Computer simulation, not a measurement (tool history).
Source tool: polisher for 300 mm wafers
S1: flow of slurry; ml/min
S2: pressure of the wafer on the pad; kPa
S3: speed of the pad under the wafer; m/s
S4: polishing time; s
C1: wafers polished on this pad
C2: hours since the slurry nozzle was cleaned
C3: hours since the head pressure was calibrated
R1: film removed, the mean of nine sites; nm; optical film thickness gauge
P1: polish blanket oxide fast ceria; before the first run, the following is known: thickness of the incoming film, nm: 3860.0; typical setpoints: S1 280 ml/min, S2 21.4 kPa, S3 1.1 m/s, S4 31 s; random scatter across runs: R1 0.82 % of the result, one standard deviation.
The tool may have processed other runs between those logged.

| run | hour | S1 | S2 | S3 | S4 | C1 | C2 | C3 | R1 |
|---|---|---|---|---|---|---|---|---|---|
| 1 | 9 | 280 | 21.4 | 1.1 | 31 | 497 | 427.2 | 641 | 627.8 |
| 2 | 20.4 | 280 | 21.4 | 1.1 | 49 | 661 | 438.6 | 652.4 | 983.29 |
| 3 | 33.6 | 280 | 21.4 | 1.74 | 31 | 851 | 451.8 | 665.6 | 983.05 |
| 4 | 42.5 | 280 | 21.4 | 0.56 | 21 | 979 | 460.7 | 674.5 | 216.67 |
| 5 | 52 | 280 | 21.4 | 0.52 | 31 | 1116 | 470.2 | 684 | 297.71 |
| 6 | 62 | 170 | 21.4 | 1.1 | 31 | 1260 | 480.2 | 694 | 592.19 |
| 7 | 69.2 | 280 | 29.6 | 1.1 | 31 | 1363 | 487.4 | 701.2 | 864.93 |
| 8 | 83.6 | 280 | 21.4 | 1.1 | 31 | 1571 | 501.8 | 715.6 | 621.61 |
|  | 93.9 | head pressure recalibrated |
| 9 | 94.9 | 280 | 9.7 | 1.1 | 31 | 1733 | 513.1 | 1 | 287.32 |
| 10 | 104.5 | 395 | 11 | 1.1 | 31 | 1871 | 522.7 | 10.6 | 335.67 |
|  | 105.4 | slurry nozzle cleaned |
| 11 | 115 | 365 | 21.4 | 1.1 | 31 | 2023 | 9.6 | 21.1 | 643.83 |
| 12 | 122.8 | 280 | 21.4 | 1.1 | 16 | 2135 | 17.4 | 28.9 | 326.07 |
| 13 | 137.6 | 280 | 21.4 | 0.74 | 39 | 2348 | 32.2 | 43.7 | 525.12 |

Estimate the outcome of run 14 from the log above:
| 14 | 150.9 | 280 | 21.4 | 1.1 | 31 | 2539 | 45.5 | 57 | ? |

{"run 14": {"R1": 620.06}}
